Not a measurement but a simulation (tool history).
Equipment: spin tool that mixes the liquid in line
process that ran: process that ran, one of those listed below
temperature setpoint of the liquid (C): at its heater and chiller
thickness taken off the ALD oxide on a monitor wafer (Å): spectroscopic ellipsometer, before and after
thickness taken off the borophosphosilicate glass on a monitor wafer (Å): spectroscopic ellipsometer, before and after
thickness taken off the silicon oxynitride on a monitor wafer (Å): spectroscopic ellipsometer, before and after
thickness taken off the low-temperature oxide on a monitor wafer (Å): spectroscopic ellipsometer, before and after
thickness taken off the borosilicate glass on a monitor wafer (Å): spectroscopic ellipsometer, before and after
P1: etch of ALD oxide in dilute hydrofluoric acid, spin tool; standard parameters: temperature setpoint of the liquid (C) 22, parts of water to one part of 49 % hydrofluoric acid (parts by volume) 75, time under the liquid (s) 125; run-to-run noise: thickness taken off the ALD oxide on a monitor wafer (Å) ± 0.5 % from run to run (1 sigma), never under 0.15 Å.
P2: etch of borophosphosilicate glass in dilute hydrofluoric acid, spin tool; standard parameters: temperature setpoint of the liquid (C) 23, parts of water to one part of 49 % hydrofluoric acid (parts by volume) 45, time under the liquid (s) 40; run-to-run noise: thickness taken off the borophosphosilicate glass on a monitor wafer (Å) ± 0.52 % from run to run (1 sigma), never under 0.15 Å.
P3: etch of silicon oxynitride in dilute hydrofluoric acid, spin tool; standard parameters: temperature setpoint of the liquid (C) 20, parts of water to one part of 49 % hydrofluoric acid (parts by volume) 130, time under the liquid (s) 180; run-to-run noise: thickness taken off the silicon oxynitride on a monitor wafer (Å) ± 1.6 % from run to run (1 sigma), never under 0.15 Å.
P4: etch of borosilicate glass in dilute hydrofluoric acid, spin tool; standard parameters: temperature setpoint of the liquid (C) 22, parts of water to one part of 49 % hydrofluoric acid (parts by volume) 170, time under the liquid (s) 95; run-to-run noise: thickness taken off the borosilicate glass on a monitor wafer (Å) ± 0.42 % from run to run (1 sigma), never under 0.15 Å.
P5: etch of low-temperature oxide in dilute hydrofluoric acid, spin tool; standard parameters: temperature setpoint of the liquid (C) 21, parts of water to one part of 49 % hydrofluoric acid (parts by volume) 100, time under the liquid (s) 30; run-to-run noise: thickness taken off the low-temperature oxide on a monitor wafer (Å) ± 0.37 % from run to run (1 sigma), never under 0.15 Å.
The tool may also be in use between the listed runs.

run   hour  process that ran  temperature setpoint of the liquid (C)  parts of water to one part of 49 % hydrofluoric acid (parts by volume)  time under the liquid (s)  thickness taken off the ALD oxide on a monitor wafer (Å)  thickness taken off the borophosphosilicate glass on a monitor wafer (Å)  thickness taken off the silicon oxynitride on a monitor wafer (Å)  thickness taken off the low-temperature oxide on a monitor wafer (Å)  thickness taken off the borosilicate glass on a monitor wafer (Å)
  1   11.6                P1                                      22                                                                      75                        125                                                     190.1
  2   20.8                P1                                      22                                                                      75                        190                                                     291.2
  3   28.1                P2                                      23                                                                      70                         40                                                                                                                              313.25
  4   41.5                P1                                    25.5                                                                      75                        245                                                    430.02
  5   50.1                P2                                      23                                                                      45                         40                                                                                                                              504.19
  6   63.9                P1                                      22                                                                     110                        125                                                    125.33
  7   74.8                P3                                      20                                                                     215                        180                                                                                                                                                                                                 9.1192
      81.8  -- hydrofluoric acid flow meter replaced
  8   84.7                P3                                      20                                                                     130                         35                                                                                                                                                                                                 3.1345
  9   92.7                P1                                      22                                                                      75                        125                                                    189.25
 10  106.4                P1                                      22                                                                      75                        125                                                     191.2
 11  121.7                P5                                      21                                                                     100                         15                                                                                                                                                                                                                                                                       36.125
 12  136.6                P3                                      20                                                                     130                        180                                                                                                                                                                                                  15.98
 13  147.6                P1                                      22                                                                      45                         15                                                     39.73
 14    161                P1                                      22                                                                      75                         15                                                    22.675
 15  170.2                P2                                      17                                                                      45                         40                                                                                                                              392.38
 16  181.3                P1                                      26                                                                      75                        125                                                    223.22
 17  189.2                P3                                    25.5                                                                     130                        180                                                                                                                                                                                                 20.665
 18  196.7                P4                                      22                                                                     170                        160                                                                                                                                                                                                                                                                                                                                          259.68
 19  207.7                P4                                      22                                                                     305                         95                                                                                                                                                                                                                                                                                                                                           75.06
 20  216.2                P1                                      22                                                                      20                        125                                                    753.37
 21  230.5                P2                                      23                                                                      45                         80                                                                                                                              1003.5
 22  237.9                P5                                      21                                                                     100                         30                                                                                                                                                                                                                                                                       72.166
 23    253                P5                                      21                                                                     100                         30                                                                                                                                                                                                                                                                       72.268
 24  266.2                P4                                      22                                                                     170                         95                                                                                                                                                                                                                                                                                                                                          154.09
 25  277.9                P4                                    29.5                                                                     170                         95                                                                                                                                                                                                                                                                                                                                          202.11
 26  292.1                P1                                      22                                                                      75                        125                                                    189.53

Predict the results of run 27:
     302.1  -- thermometer replaced
 27  302.8                P5                                      21                                                                     155                         30                                                                                                                                                                                                                                                                            ?

{"run 27": {"thickness taken off the low-temperature oxide on a monitor wafer (Å)": 43.774}}
